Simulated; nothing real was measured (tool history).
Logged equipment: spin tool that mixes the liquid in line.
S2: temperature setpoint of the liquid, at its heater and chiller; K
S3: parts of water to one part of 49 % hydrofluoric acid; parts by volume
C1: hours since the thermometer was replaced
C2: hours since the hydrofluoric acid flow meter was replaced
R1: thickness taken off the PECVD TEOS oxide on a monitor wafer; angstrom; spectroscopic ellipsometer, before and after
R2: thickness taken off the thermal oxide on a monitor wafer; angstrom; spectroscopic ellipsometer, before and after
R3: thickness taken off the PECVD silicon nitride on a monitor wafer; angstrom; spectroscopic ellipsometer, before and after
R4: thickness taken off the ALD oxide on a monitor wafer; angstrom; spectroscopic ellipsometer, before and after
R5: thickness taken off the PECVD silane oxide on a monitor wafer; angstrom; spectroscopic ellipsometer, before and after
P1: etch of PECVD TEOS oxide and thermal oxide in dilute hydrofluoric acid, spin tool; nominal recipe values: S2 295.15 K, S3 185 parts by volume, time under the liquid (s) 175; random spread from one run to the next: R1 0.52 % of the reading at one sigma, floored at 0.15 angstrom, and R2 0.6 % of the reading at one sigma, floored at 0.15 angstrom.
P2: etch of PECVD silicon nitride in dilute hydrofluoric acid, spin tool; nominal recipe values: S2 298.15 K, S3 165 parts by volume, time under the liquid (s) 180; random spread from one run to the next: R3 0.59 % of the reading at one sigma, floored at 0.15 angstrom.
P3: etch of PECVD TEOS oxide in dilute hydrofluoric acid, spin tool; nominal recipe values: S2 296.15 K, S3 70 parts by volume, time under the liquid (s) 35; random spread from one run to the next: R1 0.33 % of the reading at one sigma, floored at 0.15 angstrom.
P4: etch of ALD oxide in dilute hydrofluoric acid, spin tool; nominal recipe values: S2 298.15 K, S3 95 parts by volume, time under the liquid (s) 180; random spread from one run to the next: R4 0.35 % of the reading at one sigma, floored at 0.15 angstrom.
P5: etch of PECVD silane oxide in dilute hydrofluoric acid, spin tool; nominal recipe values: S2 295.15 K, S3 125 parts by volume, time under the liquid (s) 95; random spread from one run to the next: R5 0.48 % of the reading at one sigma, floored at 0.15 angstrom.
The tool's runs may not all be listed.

run 1 hour=2.3 | process_that_ran=P1 S2=295.15 S3=185 time_under_the_liquid_(s)=175 | C1=1525.9 C2=574.4 | R1=197.51 R2=36.902
run 2 hour=7.4 | process_that_ran=P2 S2=298.15 S3=165 time_under_the_liquid_(s)=15 | C1=1531 C2=579.5 | R3=3.7346
run 3 hour=12.1 | process_that_ran=P1 S2=295.15 S3=185 time_under_the_liquid_(s)=290 | C1=1535.7 C2=584.2 | R1=324.02 R2=60.699
run 4 hour=14.7 | process_that_ran=P4 S2=298.15 S3=95 time_under_the_liquid_(s)=180 | C1=1538.3 C2=586.8 | R4=312.66
-- hour=17.3 thermometer replaced
run 5 hour=19.6 | process_that_ran=P3 S2=296.15 S3=70 time_under_the_liquid_(s)=35 | C1=2.3 C2=591.7 | R1=87.783
run 6 hour=24.5 | process_that_ran=P3 S2=290.15 S3=70 time_under_the_liquid_(s)=35 | C1=7.2 C2=596.6 | R1=68.427
run 7 hour=29 | process_that_ran=P3 S2=296.15 S3=115 time_under_the_liquid_(s)=35 | C1=11.7 C2=601.1 | R1=50.631
run 8 hour=33.6 | process_that_ran=P1 S2=290.15 S3=185 time_under_the_liquid_(s)=175 | C1=16.3 C2=605.7 | R1=161.61 R2=29.827
run 9 hour=36.9 | process_that_ran=P1 S2=295.15 S3=40 time_under_the_liquid_(s)=175 | C1=19.6 C2=609 | R1=1088.9 R2=199.5
run 10 hour=39.6 | process_that_ran=P1 S2=295.15 S3=185 time_under_the_liquid_(s)=175 | C1=22.3 C2=611.7 | R1=198.37 R2=36.568
run 11 hour=44.5 | process_that_ran=P4 S2=298.15 S3=35 time_under_the_liquid_(s)=180 | C1=27.2 C2=616.6 | R4=926.64
run 12 hour=48.8 | process_that_ran=P1 S2=295.15 S3=185 time_under_the_liquid_(s)=175 | C1=31.5 C2=620.9 | R1=199.49 R2=36.349
run 13 hour=52.9 | process_that_ran=P2 S2=298.15 S3=165 time_under_the_liquid_(s)=180 | C1=35.6 C2=625 | R3=45.623
run 14 hour=56.3 | process_that_ran=P5 S2=295.15 S3=65 time_under_the_liquid_(s)=95 | C1=39 C2=628.4 | R5=230.13
run 15 hour=59.8 | process_that_ran=P1 S2=295.15 S3=185 time_under_the_liquid_(s)=175 | C1=42.5 C2=631.9 | R1=197.86 R2=36.341
run 16 hour=62.7 | process_that_ran=P2 S2=298.15 S3=35 time_under_the_liquid_(s)=180 | C1=45.4 C2=634.8 | R3=207.94
run 17 hour=66.3 | process_that_ran=P5 S2=295.15 S3=125 time_under_the_liquid_(s)=185 | C1=49 C2=638.4 | R5=218.29
run 18 hour=69.4 | process_that_ran=P3 S2=296.15 S3=70 time_under_the_liquid_(s)=70 | C1=52.1 C2=641.5 | R1=176.99
run 19 hour=72.4 | process_that_ran=P1 S2=295.15 S3=185 time_under_the_liquid_(s)=175 | C1=55.1 C2=644.5 | R1=197.95 R2=36.332
run 20 hour=75 | process_that_ran=P4 S2=306.15 S3=95 time_under_the_liquid_(s)=180 | C1=57.7 C2=647.1 | R4=426.26
run 21 hour=77.5 | process_that_ran=P2 S2=303.15 S3=165 time_under_the_liquid_(s)=180 | C1=60.2 C2=649.6 | R3=61.925
run 22 hour=81.6 | process_that_ran=P5 S2=295.15 S3=125 time_under_the_liquid_(s)=95 | C1=64.3 C2=653.7 | R5=112.16
run 23 hour=85.8 | process_that_ran=P1 S2=299.15 S3=185 time_under_the_liquid_(s)=175 | C1=68.5 C2=657.9 | R1=229.58 R2=42.661
run 24 hour=89.2 | process_that_ran=P4 S2=298.15 S3=95 time_under_the_liquid_(s)=60 | C1=71.9 C2=661.3 | R4=104.59
run 25 hour=91.9 | process_that_ran=P1 S2=295.15 S3=185 time_under_the_liquid_(s)=15 | C1=74.6 C2=664 | R1=16.806 R2=3.294
run 26 hour=97 | process_that_ran=P1 S2=295.15 S3=280 time_under_the_liquid_(s)=175 | C1=79.7 C2=669.1 | R1=119.45 R2=21.8
run 27 hour=101.4 | process_that_ran=P2 S2=298.15 S3=165 time_under_the_liquid_(s)=180 | C1=84.1 C2=673.5 | R3=45.351
run 28 hour=104.6 | process_that_ran=P5 S2=295.15 S3=125 time_under_the_liquid_(s)=95 | C1=87.3 C2=676.7 | R5=111.98
run 29 hour=107.5 | process_that_ran=P1 S2=295.15 S3=185 time_under_the_liquid_(s)=175 | C1=90.2 C2=679.6 | R1=201.54 R2=36.381
run 30 hour=110.7 | process_that_ran=P5 S2=302.65 S3=125 time_under_the_liquid_(s)=95 | C1=93.4 C2=682.8 | R5=150.79
run 31 hour=115.6 | process_that_ran=P1 S2=295.15 S3=40 time_under_the_liquid_(s)=35 | C1=98.3 C2=687.7 | R1=216.95 R2=39.763
run 32 hour=118.1 | process_that_ran=P1 S2=295.15 S3=185 time_under_the_liquid_(s)=175 | C1=100.8 C2=690.2 | R1=197.24 R2=36.746
run 33 hour=122 | process_that_ran=P1 S2=295.15 S3=185 time_under_the_liquid_(s)=175 | C1=104.7 C2=694.1 | R1=196.67 R2=36.177
run 34 hour=127.2 | process_that_ran=P1 S2=295.15 S3=185 time_under_the_liquid_(s)=175 | C1=109.9 C2=699.3 | R1=208.5 R2=38.408
run 35 hour=130 | process_that_ran=P1 S2=295.15 S3=185 time_under_the_liquid_(s)=175 | C1=112.7 C2=702.1 | R1=207.81 R2=38.246
run 36 hour=133.7 | process_that_ran=P1 S2=295.15 S3=185 time_under_the_liquid_(s)=175 | C1=116.4 C2=705.8 | R1=211.92 R2=39.284
run 37 hour=136.1 | process_that_ran=P1 S2=295.15 S3=185 time_under_the_liquid_(s)=175 | C1=118.8 C2=708.2 | R1=211.38 R2=38.829
run 38 hour=140.6 | process_that_ran=P1 S2=295.15 S3=185 time_under_the_liquid_(s)=175 | C1=123.3 C2=712.7 | R1=212.23 R2=39.241
run 39 hour=143.6 | process_that_ran=P1 S2=295.15 S3=185 time_under_the_liquid_(s)=175 | C1=126.3 C2=715.7 | R1=212.82 R2=38.547

What P1 gives has crept off from where it sat before. The 2 causes that follow fit the log equally well, each at the size noted:
A: hydrofluoric acid flow above the setpoint (%) = 6.14
B: liquid hotter than its thermometer reads (K) = 1.88
At approximately hour 122, the process output began to creep.

Consider the 4 single-wafer check runs listed below, results given as question marks: which one distinguishes between the causes by giving clearly different results for each?
run check 1 hour=146.6 | process_that_ran=P4 S2=302.65 S3=95 time_under_the_liquid_(s)=180 | R4=?
run check 2 hour=146.6 | process_that_ran=P5 S2=301.65 S3=125 time_under_the_liquid_(s)=150 | R5=?
run check 3 hour=146.6 | process_that_ran=P2 S2=298.15 S3=55 time_under_the_liquid_(s)=35 | R3=?
run check 4 hour=146.6 | process_that_ran=P3 S2=296.15 S3=115 time_under_the_liquid_(s)=65 | R1=?

Predicted outcomes, by check and by cause:
check=check_1 result=R4 if_A=400.61 if_B=401.85
check=check_2 result=R5 if_A=243.14 if_B=243.2
check=check_3 result=R3 if_A=27.794 if_B=29.696
check=check_4 result=R1 if_A=101.34 if_B=101.98
Minimum pairwise separation of causes per check, each pair taken at its best-separating result: check 1 0.31 %; check 2 0.02 %; check 3 6.62 %; check 4 0.63 %
Check 3 distinguishes between the causes, while the remaining checks would return nearly the same result for all of them.

Running check 3 produced the following: R3 30.057 angstrom. Which one of the listed causes fits?

Of the candidate causes, it is B: liquid hotter than its thermometer reads (K).
